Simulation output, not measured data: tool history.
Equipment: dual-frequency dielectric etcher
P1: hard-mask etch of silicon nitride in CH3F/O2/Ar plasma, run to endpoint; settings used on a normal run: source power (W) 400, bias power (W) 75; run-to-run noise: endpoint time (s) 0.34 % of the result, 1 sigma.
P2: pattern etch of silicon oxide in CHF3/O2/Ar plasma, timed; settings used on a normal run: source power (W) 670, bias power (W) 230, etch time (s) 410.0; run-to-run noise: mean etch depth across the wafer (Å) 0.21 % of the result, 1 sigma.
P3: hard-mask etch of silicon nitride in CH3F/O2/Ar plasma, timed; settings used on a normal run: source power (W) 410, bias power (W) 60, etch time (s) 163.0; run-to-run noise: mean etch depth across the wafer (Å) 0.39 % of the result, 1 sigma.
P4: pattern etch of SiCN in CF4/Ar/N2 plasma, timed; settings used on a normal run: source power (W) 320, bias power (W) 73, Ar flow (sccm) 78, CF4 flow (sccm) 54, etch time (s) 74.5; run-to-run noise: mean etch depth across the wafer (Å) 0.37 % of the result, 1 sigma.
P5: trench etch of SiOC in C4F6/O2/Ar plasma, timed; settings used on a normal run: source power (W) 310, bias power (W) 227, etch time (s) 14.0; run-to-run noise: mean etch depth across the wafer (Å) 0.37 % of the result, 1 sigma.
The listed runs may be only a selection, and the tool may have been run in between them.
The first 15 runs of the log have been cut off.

| run | hour | process that ran | source power (W) | bias power (W) | etch time (s) | Ar flow (sccm) | CF4 flow (sccm) | hours since the last wet clean | hours since the last source power generator calibration | hours since the last bias power generator calibration | endpoint time (s) | mean etch depth across the wafer (Å) |
|---|---|---|---|---|---|---|---|---|---|---|---|---|
| 16 | 90.2 | P5 | 310 | 227 | 11.0 |  |  | 331.7 | 1307.1 | 1499.8 |  | 229.82 |
| 17 | 95.4 | P1 | 320 | 75 |  |  |  | 336.9 | 1312.3 | 1505.0 | 76.777 |  |
| 18 | 99.2 | P3 | 410 | 60 | 163.0 |  |  | 340.7 | 1316.1 | 1508.8 |  | 1084.40 |
| 19 | 106.8 | P2 | 670 | 230 | 259.0 |  |  | 348.3 | 1323.7 | 1516.4 |  | 5706.30 |
| 20 | 112.2 | P4 | 320 | 57 | 74.5 | 78 | 54 | 353.7 | 1329.1 | 1521.8 |  | 438.98 |
| 21 | 119.1 | P2 | 670 | 317 | 410.0 |  |  | 360.6 | 1336.0 | 1528.7 |  | 10173.00 |
| 22 | 122.9 | P1 | 400 | 75 |  |  |  | 364.4 | 1339.8 | 1532.5 | 70.997 |  |
| 23 | 129.4 | P2 | 670 | 230 | 410.0 |  |  | 370.9 | 1346.3 | 1539.0 |  | 9059.10 |
| 24 | 136.8 | P1 | 400 | 102 |  |  |  | 378.3 | 1353.7 | 1546.4 | 63.369 |  |
| 25 | 141.0 | P5 | 310 | 166 | 14.0 |  |  | 382.5 | 1357.9 | 1550.6 |  | 264.34 |
| 26 | 148.9 | P3 | 410 | 60 | 163.0 |  |  | 390.4 | 1365.8 | 1558.5 |  | 1081.30 |
| 27 | 155.8 | P4 | 320 | 73 | 53.0 | 78 | 54 | 397.3 | 1372.7 | 1565.4 |  | 338.22 |
| 28 | 159.6 | P2 | 450 | 230 | 410.0 |  |  | 401.1 | 1376.5 | 1569.2 |  | 7762.10 |
| 29 | 166.8 | P1 | 400 | 75 |  |  |  | 408.3 | 1383.7 | 1576.4 | 70.696 |  |
| 30 | 172.2 | P5 | 310 | 227 | 14.0 |  |  | 413.7 | 1389.1 | 1581.8 |  | 293.54 |

The next listed run, before its measurement:
| 31 | 176.1 | P4 | 430 | 73 | 74.5 | 78 | 54 | 417.6 | 1393.0 | 1585.7 |  | ? |

mean etch depth across the wafer (Å): 613.59
